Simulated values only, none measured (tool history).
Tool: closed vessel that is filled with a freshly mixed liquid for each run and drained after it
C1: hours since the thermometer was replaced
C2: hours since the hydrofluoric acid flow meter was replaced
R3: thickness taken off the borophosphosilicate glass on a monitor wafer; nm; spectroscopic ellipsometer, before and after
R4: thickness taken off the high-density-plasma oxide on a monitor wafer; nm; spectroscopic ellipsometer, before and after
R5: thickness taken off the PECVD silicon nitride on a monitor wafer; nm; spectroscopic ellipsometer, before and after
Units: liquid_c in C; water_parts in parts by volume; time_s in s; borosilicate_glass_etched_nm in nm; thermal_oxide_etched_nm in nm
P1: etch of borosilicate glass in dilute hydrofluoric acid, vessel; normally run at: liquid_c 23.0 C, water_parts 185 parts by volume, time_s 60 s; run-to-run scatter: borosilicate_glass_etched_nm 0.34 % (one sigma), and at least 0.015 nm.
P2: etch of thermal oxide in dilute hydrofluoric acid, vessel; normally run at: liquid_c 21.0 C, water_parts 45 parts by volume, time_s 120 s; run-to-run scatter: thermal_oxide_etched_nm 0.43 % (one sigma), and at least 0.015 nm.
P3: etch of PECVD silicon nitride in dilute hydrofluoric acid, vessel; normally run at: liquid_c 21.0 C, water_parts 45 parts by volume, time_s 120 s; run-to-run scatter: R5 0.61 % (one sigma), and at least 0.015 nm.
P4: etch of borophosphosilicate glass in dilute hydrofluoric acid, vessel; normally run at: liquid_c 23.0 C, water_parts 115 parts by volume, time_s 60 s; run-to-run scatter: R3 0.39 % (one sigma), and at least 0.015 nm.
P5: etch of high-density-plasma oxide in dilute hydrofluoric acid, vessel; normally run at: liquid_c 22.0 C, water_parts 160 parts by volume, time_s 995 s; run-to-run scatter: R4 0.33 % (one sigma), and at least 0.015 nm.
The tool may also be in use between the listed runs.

run 1 hour=6.3 | process=P1 liquid_c=23.0 water_parts=185 time_s=60 | C1=426.7 C2=627.7 | borosilicate_glass_etched_nm=7.8228
run 2 hour=12.1 | process=P2 liquid_c=27.5 water_parts=45 time_s=120 | C1=432.5 C2=633.5 | thermal_oxide_etched_nm=15.5510
run 3 hour=16.7 | process=P1 liquid_c=23.0 water_parts=185 time_s=60 | C1=437.1 C2=638.1 | borosilicate_glass_etched_nm=7.7761
run 4 hour=23.1 | process=P4 liquid_c=17.0 water_parts=115 time_s=60 | C1=443.5 C2=644.5 | R3=19.400
run 5 hour=26.6 | process=P2 liquid_c=21.0 water_parts=75 time_s=120 | C1=447.0 C2=648.0 | thermal_oxide_etched_nm=6.8980
run 6 hour=30.2 | process=P4 liquid_c=23.0 water_parts=115 time_s=60 | C1=450.6 C2=651.6 | R3=24.925
run 7 hour=36.2 | process=P2 liquid_c=21.0 water_parts=45 time_s=120 | C1=456.6 C2=657.6 | thermal_oxide_etched_nm=11.9680
run 8 hour=40.3 | process=P5 liquid_c=22.0 water_parts=160 time_s=995 | C1=460.7 C2=661.7 | R4=42.5020
run 9 hour=45.0 | process=P1 liquid_c=18.5 water_parts=325 time_s=60 | C1=465.4 C2=666.4 | borosilicate_glass_etched_nm=3.3120
run 10 hour=50.2 | process=P4 liquid_c=23.0 water_parts=115 time_s=30 | C1=470.6 C2=671.6 | R3=12.391
run 11 hour=56.2 | process=P3 liquid_c=21.0 water_parts=20 time_s=120 | C1=476.6 C2=677.6 | R5=11.8100
run 12 hour=60.6 | process=P1 liquid_c=17.0 water_parts=185 time_s=60 | C1=481.0 C2=682.0 | borosilicate_glass_etched_nm=6.1611
run 13 hour=66.3 | process=P3 liquid_c=21.0 water_parts=45 time_s=120 | C1=486.7 C2=687.7 | R5=5.4635
-- hour=67.0 thermometer replaced
run 14 hour=73.6 | process=P1 liquid_c=23.0 water_parts=285 time_s=60 | C1=6.7 C2=695.0 | borosilicate_glass_etched_nm=4.5576
run 15 hour=80.0 | process=P4 liquid_c=23.0 water_parts=115 time_s=60 | C1=13.1 C2=701.4 | R3=24.748
run 16 hour=84.4 | process=P3 liquid_c=21.0 water_parts=45 time_s=45 | C1=17.5 C2=705.8 | R5=2.0235
run 17 hour=88.7 | process=P1 liquid_c=23.0 water_parts=185 time_s=115 | C1=21.8 C2=710.1 | borosilicate_glass_etched_nm=14.9140
run 18 hour=94.6 | process=P5 liquid_c=22.0 water_parts=90 time_s=995 | C1=27.7 C2=716.0 | R4=81.9740
run 19 hour=102.0 | process=P4 liquid_c=23.0 water_parts=180 time_s=60 | C1=35.1 C2=723.4 | R3=14.712
run 20 hour=106.7 | process=P1 liquid_c=27.5 water_parts=185 time_s=60 | C1=39.8 C2=728.1 | borosilicate_glass_etched_nm=9.2033
run 21 hour=113.8 | process=P5 liquid_c=22.0 water_parts=160 time_s=995 | C1=46.9 C2=735.2 | R4=42.5050
run 22 hour=118.3 | process=P1 liquid_c=23.0 water_parts=185 time_s=60 | C1=51.4 C2=739.7 | borosilicate_glass_etched_nm=7.8151
run 23 hour=122.2 | process=P2 liquid_c=21.0 water_parts=45 time_s=30 | C1=55.3 C2=743.6 | thermal_oxide_etched_nm=2.9527
run 24 hour=126.4 | process=P1 liquid_c=23.0 water_parts=35 time_s=60 | C1=59.5 C2=747.8 | borosilicate_glass_etched_nm=49.2130
run 25 hour=133.2 | process=P1 liquid_c=23.0 water_parts=185 time_s=60 | C1=66.3 C2=754.6 | borosilicate_glass_etched_nm=7.7756
run 26 hour=140.6 | process=P1 liquid_c=23.0 water_parts=45 time_s=35 | C1=73.7 C2=762.0 | borosilicate_glass_etched_nm=21.9900
run 27 hour=146.1 | process=P1 liquid_c=23.0 water_parts=185 time_s=60 | C1=79.2 C2=767.5 | borosilicate_glass_etched_nm=7.7886
run 28 hour=152.9 | process=P1 liquid_c=23.0 water_parts=185 time_s=30 | C1=86.0 C2=774.3 | borosilicate_glass_etched_nm=3.8809
run 29 hour=160.3 | process=P5 liquid_c=22.0 water_parts=160 time_s=85 | C1=93.4 C2=781.7 | R4=3.6232
run 30 hour=166.5 | process=P3 liquid_c=25.0 water_parts=45 time_s=120 | C1=99.6 C2=787.9 | R5=7.1865
run 31 hour=173.5 | process=P5 liquid_c=17.0 water_parts=160 time_s=995 | C1=106.6 C2=794.9 | R4=34.5470
run 32 hour=181.1 | process=P1 liquid_c=23.0 water_parts=185 time_s=60 | C1=114.2 C2=802.5 | borosilicate_glass_etched_nm=7.8412
run 33 hour=187.8 | process=P1 liquid_c=23.0 water_parts=185 time_s=60 | C1=120.9 C2=809.2 | borosilicate_glass_etched_nm=7.6412
run 34 hour=194.2 | process=P1 liquid_c=23.0 water_parts=185 time_s=60 | C1=127.3 C2=815.6 | borosilicate_glass_etched_nm=7.4706
run 35 hour=200.8 | process=P1 liquid_c=23.0 water_parts=185 time_s=60 | C1=133.9 C2=822.2 | borosilicate_glass_etched_nm=7.4414
run 36 hour=206.4 | process=P1 liquid_c=23.0 water_parts=185 time_s=60 | C1=139.5 C2=827.8 | borosilicate_glass_etched_nm=7.4072
run 37 hour=212.3 | process=P1 liquid_c=23.0 water_parts=185 time_s=60 | C1=145.4 C2=833.7 | borosilicate_glass_etched_nm=7.3726
run 38 hour=216.6 | process=P1 liquid_c=23.0 water_parts=185 time_s=60 | C1=149.7 C2=838.0 | borosilicate_glass_etched_nm=7.3879
run 39 hour=222.9 | process=P1 liquid_c=23.0 water_parts=185 time_s=60 | C1=156.0 C2=844.3 | borosilicate_glass_etched_nm=7.3512
run 40 hour=230.0 | process=P1 liquid_c=23.0 water_parts=185 time_s=60 | C1=163.1 C2=851.4 | borosilicate_glass_etched_nm=7.3128

What P1 gives has crept away from where it was. These 2 causes fit the log equally well, each at the size given:
A: hydrofluoric acid flow below the setpoint (%) = 4.57
B: liquid colder than its thermometer reads (K) = 1.48
The creep began at about hour 181.1.

4 check runs are offered, one wafer each, their results left as question marks. Which one tells the causes apart?
run check 1 hour=237.1 | process=P4 liquid_c=20.0 water_parts=115 time_s=30 | R3=?
run check 2 hour=237.1 | process=P5 liquid_c=18.0 water_parts=160 time_s=610 | R4=?
run check 3 hour=237.1 | process=P2 liquid_c=25.5 water_parts=70 time_s=120 | thermal_oxide_etched_nm=?
run check 4 hour=237.1 | process=P3 liquid_c=21.0 water_parts=30 time_s=50 | R5=?

What each check would give under each cause:
check=check_1 result=R3 if_A=10.410 if_B=10.329
check=check_2 result=R4 if_A=20.9940 if_B=20.8700
check=check_3 result=thermal_oxide_etched_nm if_A=8.4801 if_B=8.4094
check=check_4 result=R5 if_A=3.2080 if_B=3.0261
How far apart the two closest causes lie, in the result that separates them most: check 1 0.78 %; check 2 0.59 %; check 3 0.84 %; check 4 5.84 %
Only check 4 tells the causes apart: in the others they would give nearly the same result.

Check 4 was then run and gave: R5 2.9899 nm. Which cause is it?

It is B: liquid colder than its thermometer reads (K).
